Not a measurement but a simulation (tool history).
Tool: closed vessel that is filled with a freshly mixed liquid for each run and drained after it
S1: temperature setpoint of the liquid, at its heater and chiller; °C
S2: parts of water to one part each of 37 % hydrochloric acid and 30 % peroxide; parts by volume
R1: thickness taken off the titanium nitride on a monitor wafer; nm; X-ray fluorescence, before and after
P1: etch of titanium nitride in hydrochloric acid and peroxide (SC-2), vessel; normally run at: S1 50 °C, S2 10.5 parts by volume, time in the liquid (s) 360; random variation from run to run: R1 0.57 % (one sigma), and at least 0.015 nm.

{"run": 1, "day": 0.479, "S1": 50, "S2": 10.5, "time in the liquid (s)": 360, "R1": 11.129}
{"day": 0.821, "done": "new drum of peroxide connected"}
{"run": 2, "day": 1.012, "S1": 39, "S2": 10.5, "time in the liquid (s)": 360, "R1": 5.1709}
{"run": 3, "day": 1.429, "S1": 50, "S2": 18.5, "time in the liquid (s)": 360, "R1": 6.7883}
{"run": 4, "day": 2.058, "S1": 50, "S2": 4, "time in the liquid (s)": 360, "R1": 23.316}
{"run": 5, "day": 2.633, "S1": 58, "S2": 5.5, "time in the liquid (s)": 360, "R1": 30.929}
{"run": 6, "day": 3.254, "S1": 65.5, "S2": 10.5, "time in the liquid (s)": 360, "R1": 29.55}
{"run": 7, "day": 3.662, "S1": 50, "S2": 10.5, "time in the liquid (s)": 360, "R1": 11.133}
{"run": 8, "day": 3.996, "S1": 50, "S2": 10.5, "time in the liquid (s)": 360, "R1": 10.972}
{"run": 9, "day": 4.412, "S1": 50, "S2": 10.5, "time in the liquid (s)": 710, "R1": 22.035}
{"run": 10, "day": 4.912, "S1": 50, "S2": 10.5, "time in the liquid (s)": 360, "R1": 11.199}
{"run": 11, "day": 5.238, "S1": 50, "S2": 10.5, "time in the liquid (s)": 30, "R1": 0.91455}
{"run": 12, "day": 5.654, "S1": 50, "S2": 10.5, "time in the liquid (s)": 360, "R1": 11.057}

Run 13 comes next. What will it give?
{"run": 13, "day": 6.162, "S1": 50, "S2": 10.5, "time in the liquid (s)": 360, "R1": "?"}

Run 13 gave R1 11.465 nm.

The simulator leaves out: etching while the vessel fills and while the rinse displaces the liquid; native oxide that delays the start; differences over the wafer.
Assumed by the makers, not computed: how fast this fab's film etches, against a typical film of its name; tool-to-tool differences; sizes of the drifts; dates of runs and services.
